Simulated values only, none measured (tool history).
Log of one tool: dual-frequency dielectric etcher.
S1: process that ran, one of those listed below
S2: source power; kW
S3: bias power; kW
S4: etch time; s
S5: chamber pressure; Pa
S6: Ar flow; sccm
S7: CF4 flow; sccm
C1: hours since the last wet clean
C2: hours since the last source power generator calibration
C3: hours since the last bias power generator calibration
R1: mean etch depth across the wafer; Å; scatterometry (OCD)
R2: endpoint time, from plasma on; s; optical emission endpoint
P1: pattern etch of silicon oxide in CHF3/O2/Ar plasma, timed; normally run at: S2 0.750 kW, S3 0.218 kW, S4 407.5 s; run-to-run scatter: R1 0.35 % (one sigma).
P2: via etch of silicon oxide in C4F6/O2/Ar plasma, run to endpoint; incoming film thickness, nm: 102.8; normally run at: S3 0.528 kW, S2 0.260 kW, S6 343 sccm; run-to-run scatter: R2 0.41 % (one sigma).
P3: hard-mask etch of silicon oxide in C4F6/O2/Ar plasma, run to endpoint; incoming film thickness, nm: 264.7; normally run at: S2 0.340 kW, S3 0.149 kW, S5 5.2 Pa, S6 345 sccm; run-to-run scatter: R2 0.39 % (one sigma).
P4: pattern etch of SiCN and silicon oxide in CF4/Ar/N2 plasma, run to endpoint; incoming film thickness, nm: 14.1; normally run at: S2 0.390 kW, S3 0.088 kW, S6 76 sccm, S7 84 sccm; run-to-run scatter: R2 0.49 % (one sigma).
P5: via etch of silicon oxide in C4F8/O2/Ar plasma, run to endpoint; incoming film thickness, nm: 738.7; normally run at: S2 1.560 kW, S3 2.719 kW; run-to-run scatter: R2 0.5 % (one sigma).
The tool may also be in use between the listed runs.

Run 1, hour 4.5: S1 P1, S2 0.750 kW, S3 0.218 kW, S4 407.5 s; C1 70.6; C2 1956.4; C3 1618.7. Result: R1 9530.7 Å.
Run 2, hour 11.1: S1 P5, S2 1.560 kW, S3 1.621 kW; C1 77.2; C2 1963.0; C3 1625.3. Result: R2 167.910 s.
Run 3, hour 14.8: S1 P5, S2 2.150 kW, S3 2.719 kW; C1 80.9; C2 1966.7; C3 1629.0. Result: R2 126.810 s.
Run 4, hour 19.2: S1 P1, S2 0.750 kW, S3 0.135 kW, S4 501.5 s; C1 85.3; C2 1971.1; C3 1633.4. Result: R1 9993.7 Å.
Run 5, hour 23.7: S1 P1, S2 0.750 kW, S3 0.179 kW, S4 407.5 s; C1 89.8; C2 1975.6; C3 1637.9. Result: R1 8861.7 Å.
Run 6, hour 30.7: S1 P1, S2 0.750 kW, S3 0.291 kW, S4 315.0 s; C1 96.8; C2 1982.6; C3 1644.9. Result: R1 8082.2 Å.
Run 7, hour 38.0: S1 P1, S2 0.750 kW, S3 0.218 kW, S4 407.5 s; C1 104.1; C2 1989.9; C3 1652.2. Result: R1 9442.7 Å.
At hour 38.6: bias power generator calibrated.
Run 8, hour 42.5: S1 P3, S2 0.340 kW, S3 0.188 kW, S5 5.2 Pa, S6 345 sccm; C1 108.6; C2 1994.4; C3 4.0. Result: R2 90.574 s.
Run 9, hour 47.6: S1 P1, S2 0.750 kW, S3 0.218 kW, S4 232.5 s; C1 113.7; C2 1999.5; C3 9.1. Result: R1 5412.9 Å.
Run 10, hour 53.1: S1 P2, S2 0.260 kW, S3 0.528 kW, S6 343 sccm; C1 119.2; C2 2005.0; C3 14.6. Result: R2 26.529 s.
Run 11, hour 59.9: S1 P3, S2 0.340 kW, S3 0.149 kW, S5 6.8 Pa, S6 345 sccm; C1 126.0; C2 2011.8; C3 21.4. Result: R2 100.730 s.
Run 12, hour 63.4: S1 P3, S2 0.340 kW, S3 0.149 kW, S5 5.2 Pa, S6 262 sccm; C1 129.5; C2 2015.3; C3 24.9. Result: R2 94.521 s.
Run 13, hour 69.9: S1 P2, S2 0.260 kW, S3 0.528 kW, S6 458 sccm; C1 136.0; C2 2021.8; C3 31.4. Result: R2 27.615 s.
Run 14, hour 75.5: S1 P2, S2 0.260 kW, S3 0.681 kW, S6 343 sccm; C1 141.6; C2 2027.4; C3 37.0. Result: R2 24.157 s.
Run 15, hour 82.2: S1 P1, S2 0.960 kW, S3 0.218 kW, S4 407.5 s; C1 148.3; C2 2034.1; C3 43.7. Result: R1 10431.0 Å.
Run 16, hour 89.6: S1 P1, S2 0.750 kW, S3 0.218 kW, S4 497.0 s; C1 155.7; C2 2041.5; C3 51.1. Result: R1 11549.0 Å.
Run 17, hour 92.9: S1 P1, S2 0.750 kW, S3 0.218 kW, S4 407.5 s; C1 159.0; C2 2044.8; C3 54.4. Result: R1 9487.7 Å.
At hour 93.3: wet clean of the chamber.
Run 18, hour 99.1: S1 P3, S2 0.220 kW, S3 0.149 kW, S5 5.2 Pa, S6 345 sccm; C1 5.8; C2 2051.0; C3 60.6. Result: R2 115.330 s.
Run 19, hour 105.4: S1 P4, S2 0.390 kW, S3 0.088 kW, S6 76 sccm, S7 84 sccm; C1 12.1; C2 2057.3; C3 66.9. Result: R2 16.066 s.
Run 20, hour 111.9: S1 P1, S2 0.750 kW, S3 0.218 kW, S4 407.5 s; C1 18.6; C2 2063.8; C3 73.4. Result: R1 9430.2 Å.
Run 21, hour 116.1: S1 P2, S2 0.340 kW, S3 0.528 kW, S6 343 sccm; C1 22.8; C2 2068.0; C3 77.6. Result: R2 24.247 s.
Run 22, hour 122.9: S1 P5, S2 1.560 kW, S3 2.719 kW; C1 29.6; C2 2074.8; C3 84.4. Result: R2 141.660 s.
Run 23, hour 128.2: S1 P4, S2 0.390 kW, S3 0.088 kW, S6 76 sccm, S7 105 sccm; C1 34.9; C2 2080.1; C3 89.7. Result: R2 15.784 s.
Run 24, hour 133.2: S1 P4, S2 0.390 kW, S3 0.104 kW, S6 76 sccm, S7 84 sccm; C1 39.9; C2 2085.1; C3 94.7. Result: R2 15.339 s.
Run 25, hour 138.0: S1 P1, S2 0.750 kW, S3 0.278 kW, S4 407.5 s; C1 44.7; C2 2089.9; C3 99.5. Result: R1 10355.0 Å.
Run 26, hour 144.6: S1 P1, S2 0.940 kW, S3 0.279 kW, S4 407.5 s; C1 51.3; C2 2096.5; C3 106.1. Result: R1 11270.0 Å.
Run 27, hour 149.6: S1 P4, S2 0.390 kW, S3 0.088 kW, S6 101 sccm, S7 84 sccm; C1 56.3; C2 2101.5; C3 111.1. Result: R2 16.773 s.
Run 28, hour 156.0: S1 P3, S2 0.340 kW, S3 0.149 kW, S5 5.2 Pa, S6 345 sccm; C1 62.7; C2 2107.9; C3 117.5. Result: R2 97.894 s.
Run 29, hour 162.3: S1 P4, S2 0.550 kW, S3 0.088 kW, S6 76 sccm, S7 84 sccm; C1 69.0; C2 2114.2; C3 123.8. Result: R2 11.964 s.
Run 30, hour 166.8: S1 P1, S2 0.610 kW, S3 0.218 kW, S4 407.5 s; C1 73.5; C2 2118.7; C3 128.3. Result: R1 8725.9 Å.
Run 31, hour 173.8: S1 P2, S2 0.260 kW, S3 0.528 kW, S6 343 sccm; C1 80.5; C2 2125.7; C3 135.3. Result: R2 26.611 s.
Run 32, hour 177.8: S1 P1, S2 0.750 kW, S3 0.218 kW, S4 407.5 s; C1 84.5; C2 2129.7; C3 139.3. Result: R1 9463.3 Å.
Run 33, hour 182.1: S1 P1, S2 0.750 kW, S3 0.218 kW, S4 407.5 s; C1 88.8; C2 2134.0; C3 143.6. Result: R1 9419.6 Å.
Run 34, hour 187.5: S1 P1, S2 0.750 kW, S3 0.218 kW, S4 407.5 s; C1 94.2; C2 2139.4; C3 149.0. Result: R1 9428.8 Å.
Run 35, hour 194.6: S1 P1, S2 0.750 kW, S3 0.218 kW, S4 407.5 s; C1 101.3; C2 2146.5; C3 156.1. Result: R1 9343.3 Å.
Run 36, hour 199.3: S1 P1, S2 0.750 kW, S3 0.218 kW, S4 407.5 s; C1 106.0; C2 2151.2; C3 160.8. Result: R1 9344.0 Å.
At hour 204.9: wet clean of the chamber.
Run 37, hour 206.3: S1 P1, S2 0.750 kW, S3 0.218 kW, S4 407.5 s; C1 1.5; C2 2158.2; C3 167.8. Result: R1 9347.3 Å.

Run 38 comes next. What will it give?
Run 38, hour 212.5: S1 P1, S2 0.750 kW, S3 0.218 kW, S4 407.5 s; C1 7.7; C2 2164.4; C3 174.0. Result: R1 ?.

R1: 9358.9 Å
